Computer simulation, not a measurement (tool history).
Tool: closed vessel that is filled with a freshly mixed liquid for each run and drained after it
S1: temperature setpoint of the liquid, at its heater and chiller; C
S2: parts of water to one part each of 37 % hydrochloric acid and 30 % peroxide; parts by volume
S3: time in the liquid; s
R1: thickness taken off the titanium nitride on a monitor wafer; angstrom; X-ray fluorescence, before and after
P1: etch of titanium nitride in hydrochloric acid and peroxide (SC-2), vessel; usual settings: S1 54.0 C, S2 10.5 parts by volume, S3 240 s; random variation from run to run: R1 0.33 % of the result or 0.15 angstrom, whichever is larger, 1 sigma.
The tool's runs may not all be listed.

| run | hour | S1 | S2 | S3 | R1 |
|---|---|---|---|---|---|
| 1 | 3.9 | 54.0 | 10.5 | 240 | 81.001 |
| 2 | 8.3 | 54.0 | 10.5 | 380 | 129.490 |
| 3 | 13.9 | 64.5 | 10.5 | 240 | 158.070 |
| 4 | 18.1 | 54.0 | 10.5 | 240 | 81.671 |
| 5 | 24.4 | 40.0 | 16.5 | 240 | 21.140 |
| 6 | 29.3 | 54.0 | 4.0 | 240 | 169.630 |
| 7 | 35.9 | 54.0 | 10.5 | 240 | 81.350 |
| 8 | 40.2 | 38.5 | 10.5 | 90 | 10.356 |
| 9 | 44.6 | 54.0 | 18.5 | 240 | 49.585 |
| 10 | 51.1 | 54.0 | 10.5 | 240 | 81.782 |
| 11 | 55.1 | 38.5 | 10.5 | 240 | 28.694 |
| 12 | 62.1 | 41.0 | 17.0 | 240 | 22.255 |
| 13 | 66.7 | 54.0 | 10.5 | 30 | 9.879 |
| 14 | 73.1 | 54.0 | 10.5 | 240 | 81.112 |
| 15 | 79.2 | 54.0 | 10.5 | 240 | 81.486 |
| 16 | 82.7 | 54.0 | 10.5 | 240 | 83.268 |
| 17 | 89.6 | 54.0 | 10.5 | 240 | 85.378 |
| 18 | 94.5 | 54.0 | 10.5 | 240 | 86.270 |
| 19 | 99.0 | 54.0 | 10.5 | 240 | 86.926 |
| 20 | 104.9 | 54.0 | 10.5 | 240 | 87.692 |
| 21 | 110.2 | 54.0 | 10.5 | 240 | 88.158 |
| 22 | 115.0 | 54.0 | 10.5 | 240 | 88.115 |
| 23 | 119.8 | 54.0 | 10.5 | 240 | 88.234 |
| 24 | 125.3 | 54.0 | 10.5 | 240 | 88.175 |
| 25 | 130.9 | 54.0 | 10.5 | 240 | 88.167 |

What P1 gives has crept away from where it was. These 2 causes fit the log equally well, each at the size given:
A: liquid hotter than its thermometer reads (K) = 1.24
B: chemicals flow above the setpoint (%) = 10.1
The creep began at about hour 79.2.
Why every other cause is out:
peroxide weaker than its label (%): at most 8, which would move R1 by -7.4 %: too little, or the wrong way

4 check runs are offered, each on 2 wafers whose results are averaged, their results left as question marks. Which one tells the causes apart?
| check 1 | 136.5 | 43.5 | 10.5 | 240 | ? |
| check 2 | 136.5 | 44.0 | 4.0 | 240 | ? |
| check 3 | 136.5 | 54.0 | 14.0 | 380 | ? |
| check 4 | 136.5 | 54.0 | 13.5 | 30 | ? |

What each check would give under each cause:
| check | result | if A | if B |
|---|---|---|---|
| check 1 | R1 | 43.8290 | 43.5840 |
| check 2 | R1 | 94.5060 | 92.4140 |
| check 3 | R1 | 109.2100 | 109.5700 |
| check 4 | R1 | 8.9002 | 8.9258 |
How far apart the two closest causes lie, in the result that separates them most: check 1 0.56 %; check 2 2.24 %; check 3 0.33 %; check 4 0.29 %
Only check 2 tells the causes apart: in the others they would give nearly the same result.

Check 2 was then run and gave: R1 94.6700 angstrom. Which cause is it?

It is A: liquid hotter than its thermometer reads (K).
